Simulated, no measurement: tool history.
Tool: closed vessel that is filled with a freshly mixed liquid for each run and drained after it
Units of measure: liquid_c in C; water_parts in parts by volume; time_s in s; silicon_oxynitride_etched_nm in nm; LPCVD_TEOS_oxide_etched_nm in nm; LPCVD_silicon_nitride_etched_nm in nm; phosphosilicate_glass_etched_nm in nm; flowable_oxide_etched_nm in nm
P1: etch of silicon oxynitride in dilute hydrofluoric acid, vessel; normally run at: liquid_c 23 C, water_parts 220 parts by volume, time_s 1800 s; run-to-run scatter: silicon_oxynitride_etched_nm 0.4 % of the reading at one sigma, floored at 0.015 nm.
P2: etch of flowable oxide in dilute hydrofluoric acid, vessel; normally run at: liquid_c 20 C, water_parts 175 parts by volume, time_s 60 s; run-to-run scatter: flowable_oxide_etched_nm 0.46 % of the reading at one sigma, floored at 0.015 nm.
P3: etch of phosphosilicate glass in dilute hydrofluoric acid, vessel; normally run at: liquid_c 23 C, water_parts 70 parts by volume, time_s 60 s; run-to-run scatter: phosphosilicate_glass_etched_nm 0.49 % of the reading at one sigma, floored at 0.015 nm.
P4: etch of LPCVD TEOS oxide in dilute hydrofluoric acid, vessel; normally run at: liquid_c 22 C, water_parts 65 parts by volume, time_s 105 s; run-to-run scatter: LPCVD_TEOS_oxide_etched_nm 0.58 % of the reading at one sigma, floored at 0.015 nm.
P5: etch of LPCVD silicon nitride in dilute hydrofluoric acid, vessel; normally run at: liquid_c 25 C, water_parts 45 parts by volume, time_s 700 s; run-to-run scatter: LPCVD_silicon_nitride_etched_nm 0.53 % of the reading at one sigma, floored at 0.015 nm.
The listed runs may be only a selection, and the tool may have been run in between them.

| run | hour | process | liquid_c | water_parts | time_s | hours since the thermometer was replaced | hours since the hydrofluoric acid flow meter was replaced | silicon_oxynitride_etched_nm | LPCVD_TEOS_oxide_etched_nm | LPCVD_silicon_nitride_etched_nm | phosphosilicate_glass_etched_nm | flowable_oxide_etched_nm |
|---|---|---|---|---|---|---|---|---|---|---|---|---|
| 1 | 13.4 | P1 | 23 | 220 | 1800 | 602 | 287.9 | 19.543 |  |  |  |  |
| 2 | 20.6 | P1 | 31 | 220 | 2635 | 609.2 | 295.1 | 40.143 |  |  |  |  |
| 3 | 33.2 | P4 | 22 | 65 | 105 | 621.8 | 307.7 |  | 26.957 |  |  |  |
| 4 | 40.8 | P5 | 20 | 45 | 700 | 629.4 | 315.3 |  |  | 6.1809 |  |  |
| 5 | 55.7 | P5 | 25 | 45 | 700 | 644.3 | 330.2 |  |  | 8.7459 |  |  |
| 6 | 68.1 | P5 | 25 | 20 | 700 | 656.7 | 342.6 |  |  | 19.055 |  |  |
| 7 | 80.1 | P1 | 23 | 220 | 2780 | 668.7 | 354.6 | 30.298 |  |  |  |  |
| 8 | 94.7 | P5 | 25 | 45 | 30 | 683.3 | 369.2 |  |  | 0.38291 |  |  |
| 9 | 104.2 | P3 | 23 | 35 | 60 | 692.8 | 378.7 |  |  |  | 307.03 |  |
| 10 | 115.4 | P3 | 23 | 70 | 60 | 704 | 389.9 |  |  |  | 145.78 |  |
| 11 | 127 | P2 | 20 | 175 | 35 | 715.6 | 401.5 |  |  |  |  | 7.57 |
| 12 | 136.8 | P4 | 22 | 40 | 105 | 725.4 | 411.3 |  | 45.684 |  |  |  |
| 13 | 144.3 | P1 | 23 | 220 | 1800 | 732.9 | 418.8 | 19.628 |  |  |  |  |
| 14 | 158.7 | P3 | 17 | 70 | 60 | 747.3 | 433.2 |  |  |  | 114.57 |  |
| 15 | 170.7 | P2 | 20 | 175 | 60 | 759.3 | 445.2 |  |  |  |  | 12.837 |
| 16 | 182.4 | P1 | 23 | 220 | 1015 | 771 | 456.9 | 11.101 |  |  |  |  |
| 17 | 196.1 | P2 | 20 | 245 | 60 | 784.7 | 470.6 |  |  |  |  | 8.569 |
| 18 | 208.3 | P4 | 22 | 65 | 185 | 796.9 | 482.8 |  | 47.713 |  |  |  |
| 19 | 215.8 | P1 | 23 | 105 | 1800 | 804.4 | 490.3 | 44.993 |  |  |  |  |
| 20 | 228 | P2 | 17 | 175 | 60 | 816.6 | 502.5 |  |  |  |  | 11.43 |
| 21 | 238.4 | P1 | 17 | 220 | 1800 | 827 | 512.9 | 14.746 |  |  |  |  |
| 22 | 246.4 | P4 | 22 | 65 | 105 | 835 | 520.9 |  | 26.737 |  |  |  |
| 23 | 255.3 | P1 | 23 | 100 | 3065 | 843.9 | 529.8 | 80.365 |  |  |  |  |
| 24 | 265.2 | P1 | 23 | 220 | 1800 | 853.8 | 539.7 | 19.554 |  |  |  |  |
| 25 | 277.3 | P5 | 25 | 45 | 700 | 865.9 | 551.8 |  |  | 8.6706 |  |  |
| 26 | 287.9 | P1 | 23 | 340 | 1800 | 876.5 | 562.4 | 11.786 |  |  |  |  |
| 27 | 294.5 | P1 | 23 | 220 | 1800 | 883.1 | 569 | 19.554 |  |  |  |  |
| 28 | 302 | P3 | 23 | 70 | 100 | 890.6 | 576.5 |  |  |  | 242.07 |  |
| 29 | 313.7 | P3 | 23 | 70 | 60 | 902.3 | 588.2 |  |  |  | 146.07 |  |
| 30 | 323.8 | P1 | 23 | 220 | 1800 | 912.4 | 598.3 | 19.644 |  |  |  |  |
| 31 | 332.9 | P1 | 31 | 220 | 1800 | 921.5 | 607.4 | 27.588 |  |  |  |  |
| 32 | 347.8 | P4 | 27.5 | 65 | 105 | 936.4 | 622.3 |  | 34.153 |  |  |  |
| 33 | 356.6 | P1 | 23 | 220 | 1800 | 945.2 | 631.1 | 19.585 |  |  |  |  |
| 34 | 365.8 | P1 | 23 | 220 | 1800 | 954.4 | 640.3 | 19.716 |  |  |  |  |
| 35 | 376.8 | P1 | 23 | 220 | 1800 | 965.4 | 651.3 | 19.064 |  |  |  |  |
| 36 | 384.9 | P1 | 23 | 220 | 1800 | 973.5 | 659.4 | 18.81 |  |  |  |  |
| 37 | 393.4 | P1 | 23 | 220 | 1800 | 982 | 667.9 | 18.633 |  |  |  |  |
| 38 | 408.5 | P1 | 23 | 220 | 1800 | 997.1 | 683 | 18.384 |  |  |  |  |
| 39 | 421.2 | P1 | 23 | 220 | 1800 | 1009.8 | 695.7 | 18.422 |  |  |  |  |
| 40 | 431.5 | P1 | 23 | 220 | 1800 | 1020.1 | 706 | 18.199 |  |  |  |  |

Expected results for the next run?
| 41 | 443 | P1 | 23 | 220 | 1800 | 1031.6 | 717.5 | ? |  |  |  |  |

{"run 41": {"silicon_oxynitride_etched_nm": 18.237}}
